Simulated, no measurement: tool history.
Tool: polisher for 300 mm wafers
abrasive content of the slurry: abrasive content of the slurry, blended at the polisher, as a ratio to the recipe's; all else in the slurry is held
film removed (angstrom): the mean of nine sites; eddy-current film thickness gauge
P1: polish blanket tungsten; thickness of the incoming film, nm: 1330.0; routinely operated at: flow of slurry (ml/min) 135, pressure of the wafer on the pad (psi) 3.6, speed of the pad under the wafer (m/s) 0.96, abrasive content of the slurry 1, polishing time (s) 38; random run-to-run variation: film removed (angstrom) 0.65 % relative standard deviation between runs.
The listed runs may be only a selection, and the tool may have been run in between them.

run   hour  flow of slurry (ml/min)  pressure of the wafer on the pad (psi)  speed of the pad under the wafer (m/s)  abrasive content of the slurry  polishing time (s)  wafers polished on this pad  hours since the slurry nozzle was cleaned  hours since the head pressure was calibrated  hours since the slurry blender was calibrated  hours since the slurry got fresh peroxide  film removed (angstrom)
  1     10                      135                                     3.6                                    0.96                               1                  38                          595                                      244.9                                         380.7                                           37.5                                       44.4                   1628.8
  2   18.1                      135                                     3.6                                    0.74                            0.75                  38                          700                                        253                                         388.8                                           45.6                                       52.5                   1169.6
  3   25.5                      180                                     3.6                                    0.96                               1                  38                          797                                      260.4                                         396.2                                             53                                       59.9                   1716.3
  4   35.5                      135                                     3.6                                    1.46                               1                  38                          927                                      270.4                                         406.2                                             63                                       69.9                   2469.3
  5   45.5                      135                                     3.6                                    0.46                               1                  38                         1057                                      280.4                                         416.2                                             73                                       79.9                   777.78
  6   59.9                      135                                     3.6                                    0.96                             1.4                  38                         1245                                      294.8                                         430.6                                           87.4                                       94.3                   1740.9
  7   73.8                      135                                     2.2                                    0.96                               1                  38                         1426                                      308.7                                         444.5                                          101.3                                      108.2                   994.74
  8   84.4                      135                                     5.5                                    0.96                               1                  38                         1564                                      319.3                                         455.1                                          111.9                                      118.8                   2477.1
  9     94                       85                                     3.6                                    0.96                               1                  38                         1689                                      328.9                                         464.7                                          121.5                                      128.4                   1456.4
 10  102.4                      135                                     3.6                                    0.96                               1                  38                         1799                                      337.3                                         473.1                                          129.9                                      136.8                   1629.3
 11  110.8                      135                                     3.6                                    0.96                            0.65                  38                         1908                                      345.7                                         481.5                                          138.3                                      145.2                   1480.8
 12  119.1                      135                                     3.6                                    0.96                            1.45                  53                         2016                                        354                                         489.8                                          146.6                                      153.5                     2461
 13  126.6                      135                                     5.1                                    0.96                            1.45                  38                         2114                                      361.5                                         497.3                                          154.1                                        161                   2498.2
 14    140                      135                                     3.6                                    0.96                               1                  38                         2288                                      374.9                                         510.7                                          167.5                                      174.4                     1612
 15  146.9                      135                                     3.6                                    0.96                               1                  18                         2378                                      381.8                                         517.6                                          174.4                                      181.3                   767.76
 16    154                      135                                     3.6                                    0.96                               1                  52                         2471                                      388.9                                         524.7                                          181.5                                      188.4                   2225.3
 17  162.1                      135                                     3.6                                    0.96                               1                  38                         2576                                        397                                         532.8                                          189.6                                      196.5                   1630.3
 18    175                      135                                     3.6                                    0.96                               1                  38                         2744                                      409.9                                         545.7                                          202.5                                      209.4                   1620.5
 19  188.9                      135                                     3.6                                    0.96                               1                  38                         2926                                      423.8                                         559.6                                          216.4                                      223.3                   1572.8
 20  198.6                      135                                     3.6                                    0.96                               1                  38                         3052                                      433.5                                         569.3                                          226.1                                        233                   1545.8

Expected results for the next run?
 21  211.6                      135                                     3.6                                    0.96                               1                  38                         3221                                      446.5                                         582.3                                          239.1                                        246                        ?

Logged for run 21: film removed (angstrom) 1514.8.
